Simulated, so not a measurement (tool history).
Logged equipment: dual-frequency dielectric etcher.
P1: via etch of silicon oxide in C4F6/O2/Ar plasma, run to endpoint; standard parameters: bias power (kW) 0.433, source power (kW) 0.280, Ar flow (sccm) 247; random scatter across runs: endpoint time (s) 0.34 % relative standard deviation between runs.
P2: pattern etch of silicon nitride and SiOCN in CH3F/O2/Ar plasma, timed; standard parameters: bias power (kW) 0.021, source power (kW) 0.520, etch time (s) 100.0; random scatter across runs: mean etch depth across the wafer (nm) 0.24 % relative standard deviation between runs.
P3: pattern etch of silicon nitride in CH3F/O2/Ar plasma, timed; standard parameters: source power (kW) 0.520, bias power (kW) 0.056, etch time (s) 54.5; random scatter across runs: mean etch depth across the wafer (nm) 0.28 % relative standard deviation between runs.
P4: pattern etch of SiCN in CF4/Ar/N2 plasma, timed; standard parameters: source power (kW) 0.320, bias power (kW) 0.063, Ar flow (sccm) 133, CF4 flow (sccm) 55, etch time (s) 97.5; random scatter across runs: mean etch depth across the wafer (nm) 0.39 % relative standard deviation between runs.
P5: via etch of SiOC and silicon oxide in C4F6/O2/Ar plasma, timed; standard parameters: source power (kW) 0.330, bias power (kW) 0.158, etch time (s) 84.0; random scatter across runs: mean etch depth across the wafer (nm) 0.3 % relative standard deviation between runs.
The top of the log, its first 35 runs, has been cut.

run    day  process that ran  bias power (kW)  source power (kW)  Ar flow (sccm)  etch time (s)  CF4 flow (sccm)  endpoint time (s)  mean etch depth across the wafer (nm)
 36  6.988                P1            0.433              0.280             247                                             24.860
 37  7.117                P1            0.433              0.280             247                                             25.087
 38  7.288                P1            0.433              0.280             247                                             24.917
 39  7.529                P1            0.433              0.280             247                                             24.778
 40  7.808                P1            0.433              0.280             247                                             24.708
     8.004  -- wet clean of the chamber
     8.004  -- Ar flow controller replaced
 41  8.050                P1            0.433              0.280             247                                             24.691
 42  8.179                P1            0.433              0.280             247                                             24.604
 43  8.458                P1            0.433              0.280             247                                             24.615
 44  8.604                P1            0.433              0.280             247                                             24.666

Run 45, settings as shown, results not yet in. Your forecast:
 45  8.900                P1            0.433              0.280             247                                                  ?

{"run 45": {"endpoint time (s)": 24.604}}
